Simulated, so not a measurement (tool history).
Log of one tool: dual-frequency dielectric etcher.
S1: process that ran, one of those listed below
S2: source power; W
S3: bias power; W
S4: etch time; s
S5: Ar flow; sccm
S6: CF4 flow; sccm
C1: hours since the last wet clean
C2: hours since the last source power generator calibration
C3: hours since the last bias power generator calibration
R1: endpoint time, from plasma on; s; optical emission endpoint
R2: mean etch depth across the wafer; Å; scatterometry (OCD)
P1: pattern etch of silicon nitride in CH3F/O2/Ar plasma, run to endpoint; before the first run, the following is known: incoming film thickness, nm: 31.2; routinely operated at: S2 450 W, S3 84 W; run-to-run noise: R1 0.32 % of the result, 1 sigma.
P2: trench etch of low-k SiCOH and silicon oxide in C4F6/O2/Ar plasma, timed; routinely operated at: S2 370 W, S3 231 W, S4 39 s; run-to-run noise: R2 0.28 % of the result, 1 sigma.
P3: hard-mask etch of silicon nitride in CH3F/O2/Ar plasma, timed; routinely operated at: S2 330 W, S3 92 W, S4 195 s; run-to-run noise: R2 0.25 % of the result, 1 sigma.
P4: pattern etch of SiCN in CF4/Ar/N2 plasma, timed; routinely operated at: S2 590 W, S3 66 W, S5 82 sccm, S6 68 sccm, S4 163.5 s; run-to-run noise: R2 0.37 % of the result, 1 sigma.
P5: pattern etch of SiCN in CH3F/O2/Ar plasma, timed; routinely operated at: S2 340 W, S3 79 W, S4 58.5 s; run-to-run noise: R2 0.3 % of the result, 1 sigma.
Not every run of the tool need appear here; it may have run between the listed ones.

{"run": 1, "hour": 5.9, "S1": "P1", "S2": 450, "S3": 84, "C1": 222.9, "C2": 2576.7, "C3": 2760.1, "R1": 40.874}
{"run": 2, "hour": 11.5, "S1": "P3", "S2": 330, "S3": 92, "S4": 195, "C1": 228.5, "C2": 2582.3, "C3": 2765.7, "R2": 1413.5}
{"run": 3, "hour": 21.0, "S1": "P5", "S2": 340, "S3": 79, "S4": 36, "C1": 238, "C2": 2591.8, "C3": 2775.2, "R2": 123.9}
{"run": 4, "hour": 31.9, "S1": "P2", "S2": 490, "S3": 231, "S4": 39, "C1": 248.9, "C2": 2602.7, "C3": 2786.1, "R2": 1423.6}
{"run": 5, "hour": 40.5, "S1": "P3", "S2": 250, "S3": 92, "S4": 195, "C1": 257.5, "C2": 2611.3, "C3": 2794.7, "R2": 1273.1}
{"run": 6, "hour": 48.7, "S1": "P4", "S2": 590, "S3": 66, "S4": 163.5, "S5": 82, "S6": 68, "C1": 265.7, "C2": 2619.5, "C3": 2802.9, "R2": 1775.6}
{"run": 7, "hour": 55.2, "S1": "P5", "S2": 340, "S3": 79, "S4": 58.5, "C1": 272.2, "C2": 2626, "C3": 2809.4, "R2": 202.23}
{"run": 8, "hour": 65.3, "S1": "P2", "S2": 370, "S3": 231, "S4": 48, "C1": 282.3, "C2": 2636.1, "C3": 2819.5, "R2": 1577.9}
{"run": 9, "hour": 71.6, "S1": "P1", "S2": 340, "S3": 70, "C1": 288.6, "C2": 2642.4, "C3": 2825.8, "R1": 48.18}
{"run": 10, "hour": 81.6, "S1": "P2", "S2": 370, "S3": 180, "S4": 39, "C1": 298.6, "C2": 2652.4, "C3": 2835.8, "R2": 1177.4}
{"run": 11, "hour": 92.3, "S1": "P1", "S2": 450, "S3": 84, "C1": 309.3, "C2": 2663.1, "C3": 2846.5, "R1": 40.642}
{"run": 12, "hour": 102.1, "S1": "P3", "S2": 330, "S3": 92, "S4": 107.5, "C1": 319.1, "C2": 2672.9, "C3": 2856.3, "R2": 777.98}
{"run": 13, "hour": 107.9, "S1": "P1", "S2": 450, "S3": 84, "C1": 324.9, "C2": 2678.7, "C3": 2862.1, "R1": 40.834}
{"run": 14, "hour": 120.1, "S1": "P1", "S2": 320, "S3": 84, "C1": 337.1, "C2": 2690.9, "C3": 2874.3, "R1": 46.496}
{"run": 15, "hour": 130.1, "S1": "P4", "S2": 590, "S3": 66, "S4": 163.5, "S5": 82, "S6": 46, "C1": 347.1, "C2": 2700.9, "C3": 2884.3, "R2": 1664.7}
{"run": 16, "hour": 135.7, "S1": "P1", "S2": 450, "S3": 84, "C1": 352.7, "C2": 2706.5, "C3": 2889.9, "R1": 40.92}
{"run": 17, "hour": 143.8, "S1": "P4", "S2": 460, "S3": 66, "S4": 163.5, "S5": 82, "S6": 68, "C1": 360.8, "C2": 2714.6, "C3": 2898, "R2": 1429.4}
{"hour": 151.0, "done": "wet clean of the chamber"}
{"run": 18, "hour": 155.0, "S1": "P2", "S2": 370, "S3": 231, "S4": 39, "C1": 4, "C2": 2725.8, "C3": 2909.2, "R2": 1278}
{"run": 19, "hour": 163.6, "S1": "P5", "S2": 340, "S3": 62, "S4": 58.5, "C1": 12.6, "C2": 2734.4, "C3": 2917.8, "R2": 184.16}
{"run": 20, "hour": 172.7, "S1": "P3", "S2": 330, "S3": 58, "S4": 195, "C1": 21.7, "C2": 2743.5, "C3": 2926.9, "R2": 1200.5}
{"run": 21, "hour": 183.1, "S1": "P1", "S2": 580, "S3": 65, "C1": 32.1, "C2": 2753.9, "C3": 2937.3, "R1": 40.257}
{"run": 22, "hour": 188.5, "S1": "P5", "S2": 340, "S3": 79, "S4": 58.5, "C1": 37.5, "C2": 2759.3, "C3": 2942.7, "R2": 202.68}
{"run": 23, "hour": 195.8, "S1": "P4", "S2": 590, "S3": 66, "S4": 227, "S5": 82, "S6": 68, "C1": 44.8, "C2": 2766.6, "C3": 2950, "R2": 2477.6}
{"run": 24, "hour": 203.7, "S1": "P4", "S2": 590, "S3": 66, "S4": 163.5, "S5": 110, "S6": 68, "C1": 52.7, "C2": 2774.5, "C3": 2957.9, "R2": 1695.6}
{"run": 25, "hour": 210.3, "S1": "P1", "S2": 450, "S3": 84, "C1": 59.3, "C2": 2781.1, "C3": 2964.5, "R1": 40.924}
{"run": 26, "hour": 215.8, "S1": "P5", "S2": 430, "S3": 79, "S4": 58.5, "C1": 64.8, "C2": 2786.6, "C3": 2970, "R2": 219.07}
{"run": 27, "hour": 225.0, "S1": "P1", "S2": 560, "S3": 84, "C1": 74, "C2": 2795.8, "C3": 2979.2, "R1": 37.636}
{"run": 28, "hour": 232.2, "S1": "P1", "S2": 450, "S3": 84, "C1": 81.2, "C2": 2803, "C3": 2986.4, "R1": 40.868}
{"run": 29, "hour": 238.9, "S1": "P1", "S2": 450, "S3": 59, "C1": 87.9, "C2": 2809.7, "C3": 2993.1, "R1": 46.007}
{"run": 30, "hour": 250.0, "S1": "P1", "S2": 450, "S3": 112, "C1": 99, "C2": 2820.8, "C3": 3004.2, "R1": 36.8}
{"run": 31, "hour": 261.2, "S1": "P4", "S2": 590, "S3": 93, "S4": 163.5, "S5": 82, "S6": 68, "C1": 110.2, "C2": 2832, "C3": 3015.4, "R2": 2012.3}
{"run": 32, "hour": 267.4, "S1": "P1", "S2": 450, "S3": 84, "C1": 116.4, "C2": 2838.2, "C3": 3021.6, "R1": 40.755}
{"run": 33, "hour": 277.4, "S1": "P1", "S2": 450, "S3": 84, "C1": 126.4, "C2": 2848.2, "C3": 3031.6, "R1": 41.024}
{"run": 34, "hour": 283.9, "S1": "P1", "S2": 450, "S3": 84, "C1": 132.9, "C2": 2854.7, "C3": 3038.1, "R1": 41.083}
{"run": 35, "hour": 296.1, "S1": "P1", "S2": 450, "S3": 84, "C1": 145.1, "C2": 2866.9, "C3": 3050.3, "R1": 41.049}
{"run": 36, "hour": 302.6, "S1": "P1", "S2": 450, "S3": 84, "C1": 151.6, "C2": 2873.4, "C3": 3056.8, "R1": 41.352}
{"run": 37, "hour": 313.6, "S1": "P1", "S2": 450, "S3": 84, "C1": 162.6, "C2": 2884.4, "C3": 3067.8, "R1": 41.303}
{"run": 38, "hour": 325.5, "S1": "P1", "S2": 450, "S3": 84, "C1": 174.5, "C2": 2896.3, "C3": 3079.7, "R1": 41.418}
{"hour": 327.9, "done": "wet clean of the chamber"}
{"run": 39, "hour": 332.1, "S1": "P1", "S2": 450, "S3": 84, "C1": 4.2, "C2": 2902.9, "C3": 3086.3, "R1": 41.499}
{"run": 40, "hour": 340.2, "S1": "P1", "S2": 450, "S3": 84, "C1": 12.3, "C2": 2911, "C3": 3094.4, "R1": 41.457}
{"run": 41, "hour": 351.2, "S1": "P1", "S2": 450, "S3": 84, "C1": 23.3, "C2": 2922, "C3": 3105.4, "R1": 41.099}
{"run": 42, "hour": 362.8, "S1": "P1", "S2": 450, "S3": 84, "C1": 34.9, "C2": 2933.6, "C3": 3117, "R1": 41.334}
{"run": 43, "hour": 368.1, "S1": "P1", "S2": 450, "S3": 84, "C1": 40.2, "C2": 2938.9, "C3": 3122.3, "R1": 41.502}

P1 has crept away from where it was. The log is fitted equally well by each of these 2 causes, at the sizes shown:
A: bias power that arrives under what is set, % = 4.53
B: source power that arrives under what is set, % = 4.21
The gradual shift began around hour 267.4.
Every other cause this tool's parts could produce, and why it does not fit the log:
chamber walls in a state that lowers the etch rate, %: was serviced at hour 327.9, once the creep was under way, yet the earlier output never came back

Consider the 4 check runs below, whose results appear as question marks and each of which averages 2 wafers. Which one distinguishes the causes, in that each cause would give it a clearly different result?
{"run": "check 1", "hour": 373.4, "S1": "P3", "S2": 330, "S3": 92, "S4": 195, "R2": "?"}
{"run": "check 2", "hour": 373.4, "S1": "P2", "S2": 370, "S3": 231, "S4": 39, "R2": "?"}
{"run": "check 3", "hour": 373.4, "S1": "P5", "S2": 340, "S3": 79, "S4": 58.5, "R2": "?"}
{"run": "check 4", "hour": 373.4, "S1": "P4", "S2": 590, "S3": 66, "S4": 163.5, "S5": 82, "S6": 68, "R2": "?"}

What every check run would give for each of its results, assuming each possible cause in turn:
check=check_1 result=R2 if_A=1390.6 if_B=1391.9
check=check_2 result=R2 if_A=1257.6 if_B=1256.3
check=check_3 result=R2 if_A=198.09 if_B=198.25
check=check_4 result=R2 if_A=1755.1 if_B=1715
Distance between the nearest two causes, measured in the result of the check that separates them most: check 1 0.09 %; check 2 0.1 %; check 3 0.08 %; check 4 2.31 %
The other checks would show nearly matching results whichever cause is true, so check 4 is the only one that separates the causes.

Check 4 was carried out, with these results: R2 1758.9 Å. Which of the listed causes is responsible?

It was cause A: bias power that arrives under what is set, %.

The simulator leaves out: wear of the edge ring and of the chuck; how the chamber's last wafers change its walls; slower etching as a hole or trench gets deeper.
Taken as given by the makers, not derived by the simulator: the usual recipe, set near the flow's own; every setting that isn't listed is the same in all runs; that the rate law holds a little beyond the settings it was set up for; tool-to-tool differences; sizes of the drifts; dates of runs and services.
